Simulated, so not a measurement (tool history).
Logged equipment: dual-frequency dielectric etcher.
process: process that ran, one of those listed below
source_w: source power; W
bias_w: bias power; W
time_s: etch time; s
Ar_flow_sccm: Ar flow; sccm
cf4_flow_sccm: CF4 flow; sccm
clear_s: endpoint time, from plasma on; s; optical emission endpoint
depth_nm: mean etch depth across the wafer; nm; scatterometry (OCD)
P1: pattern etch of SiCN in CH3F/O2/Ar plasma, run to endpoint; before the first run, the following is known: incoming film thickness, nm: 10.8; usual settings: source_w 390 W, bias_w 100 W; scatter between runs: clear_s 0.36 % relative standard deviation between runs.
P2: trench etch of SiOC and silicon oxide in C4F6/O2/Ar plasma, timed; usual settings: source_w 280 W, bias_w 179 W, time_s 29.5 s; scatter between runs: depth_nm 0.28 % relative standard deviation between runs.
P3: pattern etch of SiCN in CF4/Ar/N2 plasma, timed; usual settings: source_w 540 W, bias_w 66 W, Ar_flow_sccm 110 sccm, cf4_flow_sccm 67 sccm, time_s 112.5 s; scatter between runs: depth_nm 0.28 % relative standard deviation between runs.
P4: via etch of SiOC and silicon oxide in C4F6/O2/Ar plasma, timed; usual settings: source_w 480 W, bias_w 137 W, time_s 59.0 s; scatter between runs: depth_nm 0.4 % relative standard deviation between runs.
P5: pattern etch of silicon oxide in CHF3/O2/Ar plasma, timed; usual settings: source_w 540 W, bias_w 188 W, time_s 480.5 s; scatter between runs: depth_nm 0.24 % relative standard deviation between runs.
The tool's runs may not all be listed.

run,hour,process,source_w,bias_w,time_s,Ar_flow_sccm,cf4_flow_sccm,hours since the last wet clean,hours since the last source power generator calibration,hours since the last bias power generator calibration,clear_s,depth_nm
1,2.9,P1,390,100,,,,333.1,1946.0,1736.1,26.011,
2,6.4,P1,390,100,,,,336.6,1949.5,1739.6,26.079,
3,8.9,P4,480,137,59.0,,,339.1,1952.0,1742.1,,64.103
4,13.0,P1,390,100,,,,343.2,1956.1,1746.2,25.958,
5,16.5,P2,280,123,29.5,,,346.7,1959.6,1749.7,,45.929
6,19.7,P1,480,67,,,,349.9,1962.8,1752.9,27.938,
7,22.5,P1,390,100,,,,352.7,1965.6,1755.7,26.060,
8,25.4,P3,540,66,112.5,110,53,355.6,1968.5,1758.6,,105.100
9,28.3,P1,290,77,,,,358.5,1971.4,1761.5,31.927,
10,32.2,P1,490,100,,,,362.4,1975.3,1765.4,23.824,
11,35.0,P1,390,100,,,,365.2,1978.1,1768.2,26.166,
12,37.8,P1,390,122,,,,368.0,1980.9,1771.0,24.095,
13,41.4,P4,480,137,85.5,,,371.6,1984.5,1774.6,,92.747
14,44.9,P3,540,86,112.5,110,67,375.1,1988.0,1778.1,,120.030
15,47.7,P5,540,242,480.5,,,377.9,1990.8,1780.9,,989.200
16,51.1,P3,680,66,112.5,110,67,381.3,1994.2,1784.3,,133.790
17,53.9,P5,540,188,480.5,,,384.1,1997.0,1787.1,,903.870
18,56.2,P2,280,179,16.0,,,386.4,1999.3,1789.4,,28.094
19,58.9,P4,480,183,59.0,,,389.1,2002.0,1792.1,,70.079
20,61.1,P4,480,137,59.0,,,391.3,2004.2,1794.3,,64.083
21,63.9,P1,390,100,,,,394.1,2007.0,1797.1,26.075,
22,66.7,P5,660,188,480.5,,,396.9,2009.8,1799.9,,976.630
23,68.9,P1,310,100,,,,399.1,2012.0,1802.1,28.283,
# hour 69.9: wet clean of the chamber
24,72.9,P3,540,66,112.5,110,67,3.0,2016.0,1806.1,,109.550
25,75.5,P2,280,179,29.5,,,5.6,2018.6,1808.7,,51.860
26,78.3,P3,540,66,112.5,134,67,8.4,2021.4,1811.5,,105.400
27,80.4,P1,460,121,,,,10.5,2023.5,1813.6,22.844,
28,83.6,P2,190,179,29.5,,,13.7,2026.7,1816.8,,44.606
29,86.2,P1,390,64,,,,16.3,2029.3,1819.4,30.573,
30,90.0,P5,540,188,345.0,,,20.1,2033.1,1823.2,,652.390
31,93.9,P3,540,66,164.5,110,67,24.0,2037.0,1827.1,,159.430
32,97.9,P4,370,137,59.0,,,28.0,2041.0,1831.1,,58.011
33,101.3,P1,390,100,,,,31.4,2044.4,1834.5,25.992,
34,104.8,P1,390,100,,,,34.9,2047.9,1838.0,25.865,
35,108.1,P1,390,100,,,,38.2,2051.2,1841.3,25.695,
36,112.1,P1,390,100,,,,42.2,2055.2,1845.3,25.620,
# hour 113.4: wet clean of the chamber
37,114.5,P1,390,100,,,,1.1,2057.6,1847.7,25.719,
38,117.2,P1,390,100,,,,3.8,2060.3,1850.4,25.691,
39,120.8,P1,390,100,,,,7.4,2063.9,1854.0,25.639,
40,122.7,P1,390,100,,,,9.3,2065.8,1855.9,25.629,

The output of P1 has drifted from where it used to be. Each of the 2 causes below, taken at the size shown beside it, accounts for the log equally well:
A: source power that arrives over what is set, % = 4.94
B: bias power that arrives over what is set, % = 4.8
At approximately hour 101.3, the process output began to creep.
All other causes, with the reason each is excluded:
chamber walls in a state that raises the etch rate, %: its service at hour 113.4 followed the start of the drift and did not put the process back to its old value

Below are 4 check runs, each on a single wafer, with their results shown as question marks. Which of them would tell the listed causes apart, meaning the causes would give clearly different results under it?
check 1,124.6,P2,280,179,29.5,,,,,,,?
check 2,124.6,P5,540,188,480.5,,,,,,,?
check 3,124.6,P4,480,137,59.0,,,,,,,?
check 4,124.6,P3,540,66,112.5,110,67,,,,,?

How each check would come out, cause by cause:
check,result,if A,if B
check 1,depth_nm,52.805,52.629
check 2,depth_nm,923.460,921.360
check 3,depth_nm,65.121,64.795
check 4,depth_nm,113.980,111.020
Per-check spread between the two closest causes, in the result where they differ most: check 1 0.34 %; check 2 0.23 %; check 3 0.5 %; check 4 2.62 %
Of the check runs offered, only check 4 discriminates between the causes; the rest would read about the same regardless of which cause applies.

After running check 4, the following was obtained: depth_nm 110.810 nm. Which cause does this point to?

The cause is B: bias power that arrives over what is set, %.
